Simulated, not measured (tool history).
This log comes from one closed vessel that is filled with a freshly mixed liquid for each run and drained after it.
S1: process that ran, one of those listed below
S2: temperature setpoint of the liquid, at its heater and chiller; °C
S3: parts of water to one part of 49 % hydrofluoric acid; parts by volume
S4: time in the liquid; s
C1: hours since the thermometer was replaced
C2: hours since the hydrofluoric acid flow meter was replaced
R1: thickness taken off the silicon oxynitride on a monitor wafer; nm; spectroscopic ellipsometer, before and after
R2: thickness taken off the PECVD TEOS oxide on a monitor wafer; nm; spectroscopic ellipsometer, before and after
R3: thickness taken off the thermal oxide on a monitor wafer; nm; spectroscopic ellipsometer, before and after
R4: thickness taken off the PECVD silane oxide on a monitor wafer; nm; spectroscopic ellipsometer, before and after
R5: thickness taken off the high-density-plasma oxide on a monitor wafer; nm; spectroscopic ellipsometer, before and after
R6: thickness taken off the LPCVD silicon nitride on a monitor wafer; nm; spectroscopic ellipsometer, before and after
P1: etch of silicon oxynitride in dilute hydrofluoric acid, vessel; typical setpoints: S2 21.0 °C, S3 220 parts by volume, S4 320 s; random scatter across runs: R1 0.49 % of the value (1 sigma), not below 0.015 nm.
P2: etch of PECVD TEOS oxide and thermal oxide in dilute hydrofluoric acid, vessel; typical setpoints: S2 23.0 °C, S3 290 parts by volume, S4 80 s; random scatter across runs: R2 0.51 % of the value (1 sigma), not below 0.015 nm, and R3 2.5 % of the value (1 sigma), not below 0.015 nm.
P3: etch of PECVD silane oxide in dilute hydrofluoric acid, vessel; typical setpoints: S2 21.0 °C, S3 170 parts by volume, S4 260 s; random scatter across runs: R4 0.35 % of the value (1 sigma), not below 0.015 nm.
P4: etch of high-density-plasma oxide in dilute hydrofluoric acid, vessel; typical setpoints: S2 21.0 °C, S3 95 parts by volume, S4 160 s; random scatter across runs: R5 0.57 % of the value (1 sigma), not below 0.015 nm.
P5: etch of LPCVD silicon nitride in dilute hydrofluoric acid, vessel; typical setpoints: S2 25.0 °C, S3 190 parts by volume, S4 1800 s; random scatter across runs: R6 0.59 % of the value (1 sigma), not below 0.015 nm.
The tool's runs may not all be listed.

run 1 hour=6.0 | S1=P1 S2=21.0 S3=220 S4=320 | C1=154.4 C2=714.0 | R1=5.42760
run 2 hour=10.8 | S1=P1 S2=21.0 S3=115 S4=320 | C1=159.2 C2=718.8 | R1=11.27400
run 3 hour=18.4 | S1=P2 S2=23.0 S3=75 S4=80 | C1=166.8 C2=726.4 | R2=19.6420 R3=4.81720
run 4 hour=25.7 | S1=P1 S2=17.0 S3=220 S4=30 | C1=174.1 C2=733.7 | R1=0.42598
run 5 hour=32.6 | S1=P3 S2=21.0 S3=170 S4=260 | C1=181.0 C2=740.6 | R4=28.208
run 6 hour=37.7 | S1=P1 S2=21.0 S3=220 S4=495 | C1=186.1 C2=745.7 | R1=8.53450
run 7 hour=42.9 | S1=P4 S2=21.0 S3=95 S4=160 | C1=191.3 C2=750.9 | R5=14.217
run 8 hour=48.0 | S1=P2 S2=17.0 S3=290 S4=80 | C1=196.4 C2=756.0 | R2=3.2099 R3=0.71849
run 9 hour=54.8 | S1=P5 S2=32.5 S3=190 S4=1800 | C1=203.2 C2=762.8 | R6=7.8355
run 10 hour=60.8 | S1=P5 S2=25.0 S3=190 S4=660 | C1=209.2 C2=768.8 | R6=1.8274
run 11 hour=69.0 | S1=P2 S2=23.0 S3=290 S4=125 | C1=217.4 C2=777.0 | R2=6.2526 R3=1.47130
run 12 hour=77.4 | S1=P1 S2=21.0 S3=220 S4=320 | C1=225.8 C2=785.4 | R1=5.42140
run 13 hour=83.8 | S1=P1 S2=17.0 S3=220 S4=320 | C1=232.2 C2=791.8 | R1=4.54910
run 14 hour=92.1 | S1=P4 S2=28.5 S3=95 S4=160 | C1=240.5 C2=800.1 | R5=19.199
run 15 hour=100.8 | S1=P4 S2=21.0 S3=55 S4=160 | C1=249.2 C2=808.8 | R5=25.213
run 16 hour=106.0 | S1=P2 S2=23.0 S3=290 S4=80 | C1=254.4 C2=814.0 | R2=3.9888 R3=0.97389
run 17 hour=114.6 | S1=P3 S2=21.0 S3=170 S4=95 | C1=263.0 C2=822.6 | R4=10.257
run 18 hour=119.8 | S1=P1 S2=21.0 S3=220 S4=150 | C1=268.2 C2=827.8 | R1=2.58130
run 19 hour=127.4 | S1=P5 S2=25.0 S3=190 S4=1800 | C1=275.8 C2=835.4 | R6=5.0042
run 20 hour=134.1 | S1=P1 S2=21.0 S3=220 S4=320 | C1=282.5 C2=842.1 | R1=5.43590
run 21 hour=140.4 | S1=P1 S2=21.0 S3=100 S4=140 | C1=288.8 C2=848.4 | R1=5.66930
-- hour=142.1 thermometer replaced
run 22 hour=148.6 | S1=P3 S2=17.0 S3=170 S4=260 | C1=6.6 C2=856.6 | R4=24.065
run 23 hour=154.8 | S1=P4 S2=21.0 S3=95 S4=160 | C1=12.8 C2=862.8 | R5=14.048
run 24 hour=159.5 | S1=P4 S2=21.0 S3=95 S4=290 | C1=17.5 C2=867.5 | R5=25.819
run 25 hour=167.4 | S1=P5 S2=25.0 S3=190 S4=1800 | C1=25.4 C2=875.4 | R6=4.9611
run 26 hour=176.1 | S1=P1 S2=21.0 S3=220 S4=320 | C1=34.1 C2=884.1 | R1=5.45840
run 27 hour=183.0 | S1=P3 S2=21.0 S3=170 S4=260 | C1=41.0 C2=891.0 | R4=28.338
run 28 hour=189.7 | S1=P5 S2=25.0 S3=350 S4=1800 | C1=47.7 C2=897.7 | R6=2.7014
run 29 hour=196.1 | S1=P1 S2=28.5 S3=220 S4=320 | C1=54.1 C2=904.1 | R1=7.56460
run 30 hour=203.8 | S1=P1 S2=21.0 S3=375 S4=320 | C1=61.8 C2=911.8 | R1=2.92530
run 31 hour=208.6 | S1=P3 S2=21.0 S3=50 S4=260 | C1=66.6 C2=916.6 | R4=110.290
run 32 hour=216.1 | S1=P1 S2=21.0 S3=220 S4=320 | C1=74.1 C2=924.1 | R1=5.45640
run 33 hour=222.1 | S1=P1 S2=26.0 S3=50 S4=320 | C1=80.1 C2=930.1 | R1=34.63300
run 34 hour=226.4 | S1=P1 S2=21.0 S3=220 S4=320 | C1=84.4 C2=934.4 | R1=5.51760
run 35 hour=233.7 | S1=P1 S2=21.0 S3=220 S4=320 | C1=91.7 C2=941.7 | R1=5.77960
run 36 hour=242.5 | S1=P1 S2=21.0 S3=220 S4=320 | C1=100.5 C2=950.5 | R1=5.92600
run 37 hour=246.8 | S1=P1 S2=21.0 S3=220 S4=320 | C1=104.8 C2=954.8 | R1=5.97350
run 38 hour=252.7 | S1=P1 S2=21.0 S3=220 S4=320 | C1=110.7 C2=960.7 | R1=5.95900
run 39 hour=257.9 | S1=P1 S2=21.0 S3=220 S4=320 | C1=115.9 C2=965.9 | R1=6.03620
run 40 hour=263.3 | S1=P1 S2=21.0 S3=220 S4=320 | C1=121.3 C2=971.3 | R1=5.92710

P1 no longer gives what it gave before; its output has crept away from where it was. The following 2 causes, each at its listed size, fit the log equally well:
A: liquid hotter than its thermometer reads (K) = 2.13
B: hydrofluoric acid flow above the setpoint (%) = 8.75
At approximately hour 226.4, the process output began to creep.

4 check runs are offered, each on 2 wafers whose results are averaged, their results left as question marks. Which one tells the causes apart?
run check 1 hour=268.7 | S1=P4 S2=25.5 S3=55 S4=160 | R5=?
run check 2 hour=268.7 | S1=P5 S2=31.5 S3=265 S4=1800 | R6=?
run check 3 hour=268.7 | S1=P3 S2=21.0 S3=90 S4=260 | R4=?
run check 4 hour=268.7 | S1=P2 S2=17.0 S3=80 S4=80 | R2=? R3=?

Outcome of each check run for each possible cause:
check=check_1 result=R5 if_A=33.605 if_B=33.757
check=check_2 result=R6 if_A=5.9015 if_B=5.7031
check=check_3 result=R4 if_A=63.441 if_B=63.813
check=check_4 result=R2 if_A=15.5430 if_B=15.5540
check=check_4 result=R3 if_A=3.69660 if_B=3.69930
Gap, in per cent, between the two causes that each check separates least, read from the result that separates them most: check 1 0.45 %; check 2 3.42 %; check 3 0.58 %; check 4 0.07 %
Of the check runs offered, only check 2 discriminates between the causes; the rest would read about the same regardless of which cause applies.

Running check 2 produced the following: R6 5.6935 nm. Which one of the listed causes fits?

The cause is B: hydrofluoric acid flow above the setpoint (%).

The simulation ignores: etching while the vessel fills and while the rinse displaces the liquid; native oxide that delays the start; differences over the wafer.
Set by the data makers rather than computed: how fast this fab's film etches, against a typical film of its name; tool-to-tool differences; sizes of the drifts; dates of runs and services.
